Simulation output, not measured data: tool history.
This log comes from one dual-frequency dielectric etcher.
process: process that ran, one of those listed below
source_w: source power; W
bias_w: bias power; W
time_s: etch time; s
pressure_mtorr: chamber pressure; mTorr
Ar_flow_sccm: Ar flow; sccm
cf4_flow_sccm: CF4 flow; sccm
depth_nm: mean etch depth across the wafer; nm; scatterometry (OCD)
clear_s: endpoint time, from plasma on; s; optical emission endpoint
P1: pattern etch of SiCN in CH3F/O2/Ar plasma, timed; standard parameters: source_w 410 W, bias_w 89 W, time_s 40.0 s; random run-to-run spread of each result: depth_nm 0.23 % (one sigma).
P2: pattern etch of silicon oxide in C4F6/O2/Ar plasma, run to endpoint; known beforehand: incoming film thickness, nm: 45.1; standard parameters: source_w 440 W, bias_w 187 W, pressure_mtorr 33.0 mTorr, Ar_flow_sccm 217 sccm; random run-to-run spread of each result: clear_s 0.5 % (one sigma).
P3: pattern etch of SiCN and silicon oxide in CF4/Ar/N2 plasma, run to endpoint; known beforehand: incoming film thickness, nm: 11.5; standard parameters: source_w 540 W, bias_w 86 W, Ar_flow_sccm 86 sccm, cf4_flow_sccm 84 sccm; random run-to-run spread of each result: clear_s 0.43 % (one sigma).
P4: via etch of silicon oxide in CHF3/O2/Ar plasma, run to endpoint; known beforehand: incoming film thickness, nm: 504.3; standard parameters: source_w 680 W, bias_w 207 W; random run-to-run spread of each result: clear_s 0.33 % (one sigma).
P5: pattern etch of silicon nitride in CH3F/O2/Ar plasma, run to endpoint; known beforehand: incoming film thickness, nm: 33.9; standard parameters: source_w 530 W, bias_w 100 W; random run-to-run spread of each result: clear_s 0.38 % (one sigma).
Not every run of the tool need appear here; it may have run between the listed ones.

| run | hour | process | source_w | bias_w | time_s | pressure_mtorr | Ar_flow_sccm | cf4_flow_sccm | depth_nm | clear_s |
|---|---|---|---|---|---|---|---|---|---|---|
| 1 | 10.8 | P1 | 410 | 89 | 40.0 |  |  |  | 16.262 |  |
| 2 | 23.7 | P1 | 410 | 89 | 40.0 |  |  |  | 16.235 |  |
| 3 | 35.6 | P2 | 440 | 187 |  | 39.5 | 217 |  |  | 13.8880 |
| 4 | 46.6 | P2 | 440 | 187 |  | 33.0 | 217 |  |  | 13.6250 |
| 5 | 56.5 | P4 | 680 | 207 |  |  |  |  |  | 230.8200 |
| 6 | 67.7 | P1 | 520 | 89 | 40.0 |  |  |  | 17.739 |  |
| 7 | 79.6 | P2 | 440 | 109 |  | 33.0 | 217 |  |  | 15.8240 |
| 8 | 91.0 | P1 | 310 | 89 | 40.0 |  |  |  | 14.612 |  |
| 9 | 97.9 | P4 | 400 | 207 |  |  |  |  |  | 279.3300 |
| 10 | 110.9 | P1 | 410 | 58 | 40.0 |  |  |  | 13.926 |  |
|  | 115.6 | bias power generator calibrated |
| 11 | 122.7 | P4 | 680 | 257 |  |  |  |  |  | 213.8800 |
| 12 | 133.5 | P3 | 540 | 86 |  |  | 86 | 84 |  | 10.1400 |
| 13 | 143.6 | P5 | 530 | 77 |  |  |  |  |  | 44.6280 |
| 14 | 153.1 | P3 | 540 | 53 |  |  | 86 | 84 |  | 11.6600 |
| 15 | 166.4 | P2 | 260 | 187 |  | 33.0 | 217 |  |  | 16.6770 |
| 16 | 175.6 | P3 | 380 | 86 |  |  | 86 | 84 |  | 13.8180 |
| 17 | 185.9 | P1 | 410 | 89 | 40.0 |  |  |  | 16.242 |  |
| 18 | 196.0 | P3 | 540 | 86 |  |  | 102 | 84 |  | 10.3210 |
| 19 | 209.2 | P5 | 640 | 100 |  |  |  |  |  | 37.5360 |
| 20 | 216.7 | P5 | 530 | 100 |  |  |  |  |  | 40.4680 |
| 21 | 228.3 | P1 | 410 | 89 | 27.0 |  |  |  | 10.936 |  |
| 22 | 239.0 | P1 | 280 | 89 | 52.5 |  |  |  | 18.587 |  |
| 23 | 251.0 | P2 | 440 | 187 |  | 33.0 | 165 |  |  | 13.1310 |
| 24 | 262.6 | P2 | 440 | 187 |  | 33.0 | 217 |  |  | 13.5970 |
| 25 | 273.4 | P1 | 410 | 89 | 40.0 |  |  |  | 16.199 |  |
| 26 | 287.3 | P3 | 540 | 86 |  |  | 86 | 84 |  | 10.1230 |
|  | 289.3 | source power generator calibrated |
| 27 | 298.4 | P1 | 410 | 89 | 52.0 |  |  |  | 21.117 |  |
| 28 | 311.9 | P3 | 540 | 86 |  |  | 86 | 114 |  | 9.6815 |
| 29 | 323.1 | P1 | 410 | 117 | 40.0 |  |  |  | 17.998 |  |
| 30 | 333.1 | P1 | 410 | 89 | 40.0 |  |  |  | 16.237 |  |
| 31 | 343.5 | P1 | 410 | 89 | 40.0 |  |  |  | 16.220 |  |
| 32 | 350.4 | P1 | 410 | 89 | 40.0 |  |  |  | 16.247 |  |
| 33 | 362.7 | P1 | 410 | 89 | 40.0 |  |  |  | 16.392 |  |
| 34 | 371.9 | P1 | 410 | 89 | 40.0 |  |  |  | 16.454 |  |
| 35 | 385.1 | P1 | 410 | 89 | 40.0 |  |  |  | 16.435 |  |
|  | 390.7 | wet clean of the chamber |
| 36 | 395.8 | P1 | 410 | 89 | 40.0 |  |  |  | 16.476 |  |
| 37 | 409.0 | P1 | 410 | 89 | 40.0 |  |  |  | 16.467 |  |
| 38 | 418.3 | P1 | 410 | 89 | 40.0 |  |  |  | 16.497 |  |

The log shows P1 creeping away from where it was. Any of the 2 causes listed here, at the size stated for it, fits the log just as well as the others:
A: source power that arrives over what is set, % = 4.85
B: bias power that arrives over what is set, % = 4.87
At approximately hour 350.4, the process output began to creep.
Ruled out, with reasons:
chamber walls in a state that raises the etch rate, %: work on it at hour 390.7, done after the drift set in, did not restore what the process gave before

Which of the check runs below tells the causes apart, meaning the causes would give it clearly different results? Each run uses 2 wafers whose results are averaged, and each result is shown as a question mark.
| check 1 | 427.6 | P5 | 630 | 100 |  |  |  |  |  | ? |
| check 2 | 427.6 | P4 | 420 | 242 |  |  |  |  |  | ? |
| check 3 | 427.6 | P2 | 440 | 124 |  | 33.0 | 217 |  |  | ? |
| check 4 | 427.6 | P3 | 540 | 59 |  |  | 86 | 84 |  | ? |

Check results expected under each cause:
| check | result | if A | if B |
|---|---|---|---|
| check 1 | clear_s | 37.2440 | 37.2740 |
| check 2 | clear_s | 257.0600 | 257.1600 |
| check 3 | clear_s | 15.0840 | 15.1630 |
| check 4 | clear_s | 10.8640 | 11.1720 |
Per-check spread between the two closest causes, in the result where they differ most: check 1 0.08 %; check 2 0.04 %; check 3 0.52 %; check 4 2.8 %
Check 4 tells the causes apart: in the others they would give nearly the same result.

After running check 4, the following was obtained: clear_s 11.1760 s. Which cause does this point to?

The cause is B: bias power that arrives over what is set, %.
